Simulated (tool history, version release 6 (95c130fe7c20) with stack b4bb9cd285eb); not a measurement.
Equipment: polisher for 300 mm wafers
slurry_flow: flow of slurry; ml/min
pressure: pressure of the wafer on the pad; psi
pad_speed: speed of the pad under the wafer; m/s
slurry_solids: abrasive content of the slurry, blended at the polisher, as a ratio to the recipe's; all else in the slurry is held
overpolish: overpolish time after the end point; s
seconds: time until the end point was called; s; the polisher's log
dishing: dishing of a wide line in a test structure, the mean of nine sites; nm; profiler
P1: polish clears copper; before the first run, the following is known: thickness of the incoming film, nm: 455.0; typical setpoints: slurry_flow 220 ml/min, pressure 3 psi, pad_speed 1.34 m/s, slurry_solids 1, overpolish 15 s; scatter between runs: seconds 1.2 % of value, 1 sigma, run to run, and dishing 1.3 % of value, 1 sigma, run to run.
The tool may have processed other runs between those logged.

run	day	slurry_flow	pressure	pad_speed	slurry_solids	overpolish	seconds	dishing
1	0.238	220	3	1.34	1	15	136.79	34.254
2	0.354	220	3	1.34	0.5	15	157.85	30.442
3	0.575	320	3	2.04	1	15	84.936	50.965
4	0.796	220	3	1.34	1	15	139.05	34.568
5	0.933	220	1.4	1.34	1	15	293.23	16.914
6	1.146	220	3	1.34	1	15	138.02	34.323
7	1.296	220	3	0.8	0.75	15	246.33	20.522
8	1.488	220	3	1.34	1	15	136.67	35.384
9	1.629	220	3	1.34	1	15	139.25	34.989
10	1.879	220	3	1.34	1	15	137.85	34.41
11	2.017	220	3	2.06	1	15	87.988	49.894
12	2.196	220	3	0.6	1	15	313.38	16.936
13	2.442	220	3	1.34	1	8	137.2	19.862
14	2.629	220	3	1.34	1	15	135.38	35.315
15	2.838	130	3	1.34	1	15	148.15	32.384
16	2.962	220	3	1.34	1	27	136.05	57.001
17	3.175	220	4.1	1.34	1	15	97.193	48.175
18	3.358	220	3	1.34	1.3	15	128.35	36.637
19	3.567	315	3	1.34	1	15	129.41	35.894
20	3.817	220	3	1.34	1	15	136.84	34.993
21	3.962	220	3	1.34	1	15	135.27	34.34
22	4.117	220	3	1.34	1	15	140.31	34.43
23	4.25	220	3	1.34	1	15	142.71	33.719
24	4.425	220	3	1.34	1	15	145.09	33.806
25	4.567	220	3	1.34	1	15	146.02	33.044
# day 4.7: worn pad replaced by a new one
26	4.75	220	3	1.34	1	15	146.93	33.663
27	4.958	220	3	1.34	1	15	147.23	32.553
28	5.146	220	3	1.34	1	15	145.43	33.063
# day 5.183: head pressure recalibrated
29	5.392	220	3	1.34	1	15	148.98	32.929
30	5.517	220	3	1.34	1	15	148.7	33.174
31	5.683	220	3	1.34	1	15	144.8	32.696

The output of P1 has drifted from where it used to be. Each of the 2 causes below, taken at the size shown beside it, accounts for the log equally well:
A: slurry flow missing at the pad, % = 37.7
B: abrasive missing from the slurry, % = 29
The gradual shift began around day 3.817.
Every other cause this tool's parts could produce, and why it does not fit the log:
removal rate lost through wear of the pad, %: work on it at day 4.7, done after the drift set in, did not restore what the process gave before
head's pressure below its setpoint, %: work on it at day 5.183, done after the drift set in, did not restore what the process gave before

The list below offers 4 check runs, each averaging the results of 5 wafers, and shows each result as a question mark. For which of them would the listed causes give clearly different results?
check 1	5.85	220	2.3	0.76	1	15	?	?
check 2	5.85	130	3	1.06	1	15	?	?
check 3	5.85	220	3	1.94	1	26	?	?
check 4	5.85	220	3	0.66	0.75	15	?	?

If the cause were each of the candidates in turn, the checks would give the following:
check	result	if A	if B
check 1	seconds	338.2	338.14
check 1	dishing	15.273	15.276
check 2	seconds	210.97	201.81
check 2	dishing	23.835	24.815
check 3	seconds	101.58	101.56
check 3	dishing	68.546	68.556
check 4	seconds	317.22	316.34
check 4	dishing	16.339	16.382
Per check, the gap between the least separated pair of causes, taken in the result that splits them most: check 1 0.02 %; check 2 4.44 %; check 3 0.02 %; check 4 0.28 %
Check 2 distinguishes between the causes, while the remaining checks would return nearly the same result for all of them.

Check 2 was then run and gave: seconds 202.69 s; dishing 24.578 nm. Which cause is it?

The correct cause is B, namely: abrasive missing from the slurry, %.
